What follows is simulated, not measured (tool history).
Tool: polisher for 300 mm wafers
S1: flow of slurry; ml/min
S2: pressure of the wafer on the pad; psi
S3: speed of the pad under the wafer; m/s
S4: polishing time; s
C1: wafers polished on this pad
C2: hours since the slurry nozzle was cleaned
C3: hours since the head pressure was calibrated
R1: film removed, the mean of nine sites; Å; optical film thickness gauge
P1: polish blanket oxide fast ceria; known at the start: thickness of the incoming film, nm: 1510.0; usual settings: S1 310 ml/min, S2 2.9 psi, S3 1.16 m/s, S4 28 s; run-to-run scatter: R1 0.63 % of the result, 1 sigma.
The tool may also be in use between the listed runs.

Run 1, hour 5.5: S1 310 ml/min, S2 2.9 psi, S3 1.16 m/s, S4 28 s; C1 318; C2 468.0; C3 105.7. Result: R1 5720.5 Å.
Run 2, hour 11.4: S1 185 ml/min, S2 2.9 psi, S3 1.16 m/s, S4 28 s; C1 398; C2 473.9; C3 111.6. Result: R1 5393.2 Å.
Run 3, hour 16.9: S1 310 ml/min, S2 2.9 psi, S3 1.16 m/s, S4 28 s; C1 474; C2 479.4; C3 117.1. Result: R1 5762.2 Å.
Run 4, hour 19.9: S1 310 ml/min, S2 3.8 psi, S3 1.16 m/s, S4 18 s; C1 515; C2 482.4; C3 120.1. Result: R1 4840.1 Å.
Run 5, hour 22.9: S1 310 ml/min, S2 2.9 psi, S3 1.16 m/s, S4 43 s; C1 556; C2 485.4; C3 123.1. Result: R1 8802.8 Å.
Run 6, hour 29.1: S1 310 ml/min, S2 2.9 psi, S3 1.16 m/s, S4 28 s; C1 640; C2 491.6; C3 129.3. Result: R1 5757.6 Å.
Run 7, hour 34.0: S1 310 ml/min, S2 2.9 psi, S3 1.16 m/s, S4 19 s; C1 707; C2 496.5; C3 134.2. Result: R1 3893.4 Å.
Run 8, hour 39.7: S1 310 ml/min, S2 4.5 psi, S3 1.16 m/s, S4 28 s; C1 785; C2 502.2; C3 139.9. Result: R1 8846.1 Å.
Run 9, hour 46.1: S1 310 ml/min, S2 2.9 psi, S3 1.16 m/s, S4 28 s; C1 873; C2 508.6; C3 146.3. Result: R1 5681.5 Å.
Run 10, hour 50.7: S1 310 ml/min, S2 1.7 psi, S3 1.16 m/s, S4 28 s; C1 936; C2 513.2; C3 150.9. Result: R1 3387.7 Å.
Run 11, hour 56.7: S1 395 ml/min, S2 2.9 psi, S3 1.16 m/s, S4 28 s; C1 1018; C2 519.2; C3 156.9. Result: R1 5775.6 Å.
Run 12, hour 60.1: S1 310 ml/min, S2 2.9 psi, S3 1.16 m/s, S4 28 s; C1 1064; C2 522.6; C3 160.3. Result: R1 5734.6 Å.
Run 13, hour 66.2: S1 310 ml/min, S2 2.9 psi, S3 1.82 m/s, S4 28 s; C1 1148; C2 528.7; C3 166.4. Result: R1 8966.8 Å.
Run 14, hour 69.8: S1 310 ml/min, S2 2.9 psi, S3 0.52 m/s, S4 28 s; C1 1197; C2 532.3; C3 170.0. Result: R1 2566.3 Å.
Run 15, hour 74.4: S1 455 ml/min, S2 2.9 psi, S3 1.16 m/s, S4 36 s; C1 1260; C2 536.9; C3 174.6. Result: R1 7660.7 Å.
Run 16, hour 78.4: S1 310 ml/min, S2 2.9 psi, S3 1.16 m/s, S4 28 s; C1 1314; C2 540.9; C3 178.6. Result: R1 5727.8 Å.
Run 17, hour 82.7: S1 310 ml/min, S2 2.9 psi, S3 1.16 m/s, S4 28 s; C1 1373; C2 545.2; C3 182.9. Result: R1 5638.0 Å.
Run 18, hour 85.9: S1 310 ml/min, S2 2.9 psi, S3 1.16 m/s, S4 28 s; C1 1417; C2 548.4; C3 186.1. Result: R1 5654.7 Å.
Run 19, hour 91.9: S1 310 ml/min, S2 2.9 psi, S3 1.16 m/s, S4 28 s; C1 1499; C2 554.4; C3 192.1. Result: R1 5593.6 Å.
Run 20, hour 95.7: S1 310 ml/min, S2 2.9 psi, S3 1.16 m/s, S4 28 s; C1 1551; C2 558.2; C3 195.9. Result: R1 5470.4 Å.
At hour 98.1: worn pad replaced by a new one.
Run 21, hour 100.8: S1 310 ml/min, S2 2.9 psi, S3 1.16 m/s, S4 28 s; C1 38; C2 563.3; C3 201.0. Result: R1 5485.1 Å.
Run 22, hour 105.2: S1 310 ml/min, S2 2.9 psi, S3 1.16 m/s, S4 28 s; C1 98; C2 567.7; C3 205.4. Result: R1 5529.7 Å.

What P1 gives has crept away from where it was. These 2 causes fit the log equally well, each at the size given:
A: slurry flow missing at the pad, % = 28.8
B: head's pressure below its setpoint, % = 3.45
The creep began at about hour 78.4.
Why every other cause is out:
removal rate lost through wear of the pad, %: serviced at hour 98.1, which brought nothing back

4 check runs are offered, each on 5 wafers whose results are averaged, their results left as question marks. Which one tells the causes apart?
Run check 1, hour 109.6: S1 310 ml/min, S2 2.9 psi, S3 0.70 m/s, S4 38 s. Result: R1 ?.
Run check 2, hour 109.6: S1 310 ml/min, S2 2.9 psi, S3 1.16 m/s, S4 19 s. Result: R1 ?.
Run check 3, hour 109.6: S1 185 ml/min, S2 2.9 psi, S3 0.68 m/s, S4 28 s. Result: R1 ?.
Run check 4, hour 109.6: S1 310 ml/min, S2 4.2 psi, S3 1.16 m/s, S4 28 s. Result: R1 ?.

What each check would give under each cause:
  check  result    if A    if B
check 1      R1  4539.8  4539.6
check 2      R1  3761.5  3761.4
check 3      R1  2999.2  3065.4
check 4      R1  8028.2  8028.0
How far apart the two closest causes lie, in the result that separates them most: check 1 0 %; check 2 0 %; check 3 2.19 %; check 4 0 %
Check 3 tells the causes apart: in the others they would give nearly the same result.

Check 3 was then run and gave: R1 3013.0 Å. Which cause is it?

It is A: slurry flow missing at the pad, %.

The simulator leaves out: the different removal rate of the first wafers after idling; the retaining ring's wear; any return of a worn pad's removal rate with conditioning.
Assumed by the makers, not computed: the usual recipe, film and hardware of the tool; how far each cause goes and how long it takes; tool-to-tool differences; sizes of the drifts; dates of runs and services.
